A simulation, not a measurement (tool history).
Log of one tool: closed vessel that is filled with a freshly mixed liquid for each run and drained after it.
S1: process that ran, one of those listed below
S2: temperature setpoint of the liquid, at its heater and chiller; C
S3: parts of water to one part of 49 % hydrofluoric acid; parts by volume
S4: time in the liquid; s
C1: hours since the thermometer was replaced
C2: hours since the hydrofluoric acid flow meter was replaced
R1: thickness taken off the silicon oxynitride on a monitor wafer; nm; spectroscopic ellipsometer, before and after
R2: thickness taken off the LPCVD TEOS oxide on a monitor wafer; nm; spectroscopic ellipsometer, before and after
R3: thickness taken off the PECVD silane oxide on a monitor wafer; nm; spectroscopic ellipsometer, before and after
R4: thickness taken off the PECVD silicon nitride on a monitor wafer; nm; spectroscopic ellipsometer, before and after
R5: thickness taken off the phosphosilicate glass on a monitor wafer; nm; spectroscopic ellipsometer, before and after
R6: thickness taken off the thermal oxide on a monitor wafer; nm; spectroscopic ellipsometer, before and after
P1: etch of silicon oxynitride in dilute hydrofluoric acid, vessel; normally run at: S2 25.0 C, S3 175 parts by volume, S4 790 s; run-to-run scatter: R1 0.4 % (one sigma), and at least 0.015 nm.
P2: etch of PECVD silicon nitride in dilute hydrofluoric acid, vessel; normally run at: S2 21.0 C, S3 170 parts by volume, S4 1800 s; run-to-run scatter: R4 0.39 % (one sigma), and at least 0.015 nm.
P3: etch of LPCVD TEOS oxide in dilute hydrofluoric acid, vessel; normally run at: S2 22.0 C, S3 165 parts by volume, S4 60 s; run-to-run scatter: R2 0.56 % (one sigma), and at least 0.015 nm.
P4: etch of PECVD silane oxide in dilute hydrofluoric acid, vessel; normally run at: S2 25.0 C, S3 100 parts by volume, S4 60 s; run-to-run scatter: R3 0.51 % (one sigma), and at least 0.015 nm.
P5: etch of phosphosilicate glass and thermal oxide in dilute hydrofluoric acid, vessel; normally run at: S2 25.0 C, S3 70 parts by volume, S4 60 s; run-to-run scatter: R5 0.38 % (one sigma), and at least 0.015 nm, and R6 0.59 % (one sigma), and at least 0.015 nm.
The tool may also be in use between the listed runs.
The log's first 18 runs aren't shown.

Run 19, day 10.421: S1 P3, S2 22.0 C, S3 165 parts by volume, S4 60 s; C1 1095.0; C2 114.5. Result: R2 9.5645 nm.
Run 20, day 11.029: S1 P1, S2 25.0 C, S3 175 parts by volume, S4 790 s; C1 1109.6; C2 129.1. Result: R1 20.7950 nm.
Run 21, day 11.512: S1 P1, S2 25.0 C, S3 175 parts by volume, S4 790 s; C1 1121.2; C2 140.7. Result: R1 20.7410 nm.
Run 22, day 12.154: S1 P4, S2 25.0 C, S3 100 parts by volume, S4 60 s; C1 1136.6; C2 156.1. Result: R3 32.545 nm.
Run 23, day 12.546: S1 P5, S2 25.0 C, S3 70 parts by volume, S4 60 s; C1 1146.0; C2 165.5. Result: R5 173.84 nm, R6 4.4667 nm.
Run 24, day 13.062: S1 P3, S2 22.0 C, S3 165 parts by volume, S4 60 s; C1 1158.4; C2 177.9. Result: R2 9.5066 nm.
Run 25, day 13.525: S1 P2, S2 17.0 C, S3 170 parts by volume, S4 1800 s; C1 1169.5; C2 189.0. Result: R4 21.757 nm.
Run 26, day 14.221: S1 P1, S2 29.0 C, S3 175 parts by volume, S4 790 s; C1 1186.2; C2 205.7. Result: R1 24.8770 nm.
Run 27, day 14.912: S1 P1, S2 25.0 C, S3 175 parts by volume, S4 790 s; C1 1202.8; C2 222.3. Result: R1 20.8080 nm.
Run 28, day 15.346: S1 P4, S2 25.0 C, S3 145 parts by volume, S4 60 s; C1 1213.2; C2 232.7. Result: R3 21.312 nm.
Run 29, day 16.000: S1 P1, S2 25.0 C, S3 245 parts by volume, S4 790 s; C1 1228.9; C2 248.4. Result: R1 14.1180 nm.
Run 30, day 16.550: S1 P4, S2 30.5 C, S3 100 parts by volume, S4 60 s; C1 1242.1; C2 261.6. Result: R3 39.823 nm.
Run 31, day 16.917: S1 P5, S2 25.0 C, S3 70 parts by volume, S4 110 s; C1 1250.9; C2 270.4. Result: R5 321.04 nm, R6 8.2718 nm.
Run 32, day 17.454: S1 P5, S2 20.5 C, S3 70 parts by volume, S4 60 s; C1 1263.8; C2 283.3. Result: R5 145.50 nm, R6 3.7562 nm.
Run 33, day 17.867: S1 P2, S2 21.0 C, S3 170 parts by volume, S4 1800 s; C1 1273.7; C2 293.2. Result: R4 28.421 nm.

Run 34 comes next. What will it give?
Run 34, day 18.229: S1 P2, S2 21.0 C, S3 170 parts by volume, S4 3080 s; C1 1282.4; C2 301.9. Result: R4 ?.

Run 34 gave R4 49.033 nm.
